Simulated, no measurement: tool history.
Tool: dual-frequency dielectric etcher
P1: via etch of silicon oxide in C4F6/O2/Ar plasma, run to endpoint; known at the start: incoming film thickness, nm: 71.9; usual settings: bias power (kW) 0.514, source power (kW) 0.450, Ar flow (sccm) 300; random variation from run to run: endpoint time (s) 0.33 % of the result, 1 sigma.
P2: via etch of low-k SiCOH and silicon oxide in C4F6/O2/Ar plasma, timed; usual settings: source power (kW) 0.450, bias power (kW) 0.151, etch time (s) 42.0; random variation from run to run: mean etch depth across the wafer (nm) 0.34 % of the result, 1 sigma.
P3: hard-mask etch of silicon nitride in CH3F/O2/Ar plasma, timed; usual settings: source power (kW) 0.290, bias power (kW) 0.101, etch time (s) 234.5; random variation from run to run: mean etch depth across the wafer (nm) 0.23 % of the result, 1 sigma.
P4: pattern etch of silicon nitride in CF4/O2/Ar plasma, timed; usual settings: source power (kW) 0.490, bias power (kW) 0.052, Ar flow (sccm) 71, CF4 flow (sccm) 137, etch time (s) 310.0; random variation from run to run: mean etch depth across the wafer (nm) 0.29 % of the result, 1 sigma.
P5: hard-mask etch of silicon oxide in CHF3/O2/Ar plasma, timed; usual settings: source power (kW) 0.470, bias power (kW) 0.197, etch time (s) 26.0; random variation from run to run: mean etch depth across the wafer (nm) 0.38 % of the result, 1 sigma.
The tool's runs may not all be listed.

run	hour	process that ran	bias power (kW)	source power (kW)	Ar flow (sccm)	CF4 flow (sccm)	etch time (s)	hours since the last wet clean	hours since the last bias power generator calibration	hours since the last source power generator calibration	hours since the last Ar flow controller change	endpoint time (s)	mean etch depth across the wafer (nm)
1	12.2	P1	0.514	0.450	300			225.3	1486.5	2543.9	3319.8	14.847	
2	24.3	P1	0.514	0.450	197			237.4	1498.6	2556.0	3331.9	14.136	
3	37.3	P4	0.052	0.490	71	137	310.0	250.4	1511.6	2569.0	3344.9		621.610
4	50.1	P4	0.071	0.490	71	137	310.0	263.2	1524.4	2581.8	3357.7		695.510
5	61.7	P3	0.101	0.290			234.5	274.8	1536.0	2593.4	3369.3		167.490
6	69.1	P3	0.101	0.290			167.0	282.2	1543.4	2600.8	3376.7		119.130
7	84.7	P2	0.105	0.450			42.0	297.8	1559.0	2616.4	3392.3		87.400
8	95.5	P2	0.151	0.450			29.5	308.6	1569.8	2627.2	3403.1		68.366
9	107.5	P1	0.514	0.450	300			320.6	1581.8	2639.2	3415.1	14.780	
10	116.0	P2	0.151	0.310			42.0	329.1	1590.3	2647.7	3423.6		84.221
11	129.6	P3	0.101	0.290			234.5	342.7	1603.9	2661.3	3437.2		166.730
12	142.0	P2	0.151	0.450			42.0	355.1	1616.3	2673.7	3449.6		97.373
13	150.1	P5	0.197	0.580			26.0	363.2	1624.4	2681.8	3457.7		50.759
14	163.6	P1	0.514	0.550	300			376.7	1637.9	2695.3	3471.2	13.779	
# hour 165.3: Ar flow controller replaced
15	174.8	P4	0.052	0.400	71	137	310.0	387.9	1649.1	2706.5	9.6		516.690
16	190.2	P1	0.413	0.330	300			403.3	1664.5	2721.9	25.0	17.994	
17	197.8	P1	0.514	0.450	300			410.9	1672.1	2729.5	32.6	14.809	
18	213.8	P1	0.514	0.450	300			426.9	1688.1	2745.5	48.6	14.819	
19	226.4	P1	0.335	0.450	300			439.5	1700.7	2758.1	61.2	17.175	
20	236.5	P4	0.052	0.490	90	137	310.0	449.6	1710.8	2768.2	71.3		607.120
21	247.7	P4	0.052	0.490	71	185	310.0	460.8	1722.0	2779.4	82.5		635.760
22	255.3	P1	0.514	0.450	420			468.4	1729.6	2787.0	90.1	15.401	
23	267.9	P2	0.151	0.450			42.0	481.0	1742.2	2799.6	102.7		97.188
24	279.6	P3	0.101	0.220			234.5	492.7	1753.9	2811.3	114.4		150.810
25	289.9	P5	0.197	0.470			14.5	503.0	1764.2	2821.6	124.7		26.230
26	305.1	P5	0.197	0.470			26.0	518.2	1779.4	2836.8	139.9		46.696
27	320.9	P4	0.052	0.490	71	137	438.0	534.0	1795.2	2852.6	155.7		877.180
28	329.8	P1	0.623	0.370	300			542.9	1804.1	2861.5	164.6	14.731	
29	341.1	P1	0.514	0.450	300			554.2	1815.4	2872.8	175.9	14.690	
30	354.4	P1	0.711	0.450	300			567.5	1828.7	2886.1	189.2	13.026	
31	369.0	P1	0.514	0.270	300			582.1	1843.3	2900.7	203.8	17.949	
32	377.5	P5	0.264	0.470			26.0	590.6	1851.8	2909.2	212.3		52.116
33	391.7	P1	0.718	0.620	300			604.8	1866.0	2923.4	226.5	11.631	
34	403.6	P3	0.138	0.290			234.5	616.7	1877.9	2935.3	238.4		188.830
35	418.6	P1	0.514	0.450	300			631.7	1892.9	2950.3	253.4	14.773	
36	433.5	P1	0.514	0.450	300			646.6	1907.8	2965.2	268.3	14.725	
37	447.8	P1	0.514	0.450	300			660.9	1922.1	2979.5	282.6	14.628	
38	462.1	P1	0.514	0.450	300			675.2	1936.4	2993.8	296.9	14.543	
39	471.2	P1	0.514	0.450	300			684.3	1945.5	3002.9	306.0	14.615	
# hour 478.9: Ar flow controller replaced
40	480.3	P1	0.514	0.450	300			693.4	1954.6	3012.0	1.4	14.576	
41	494.6	P1	0.514	0.450	300			707.7	1968.9	3026.3	15.7	14.534	
# hour 496.3: wet clean of the chamber
42	510.0	P1	0.514	0.450	300			13.7	1984.3	3041.7	31.1	14.495	
43	523.3	P1	0.514	0.450	300			27.0	1997.6	3055.0	44.4	14.542	
44	534.7	P1	0.514	0.450	300			38.4	2009.0	3066.4	55.8	14.610	

Run 45 comes next. What will it give?
45	550.4	P1	0.514	0.450	300			54.1	2024.7	3082.1	71.5	?	

Run 45 gave endpoint time (s) 14.550.
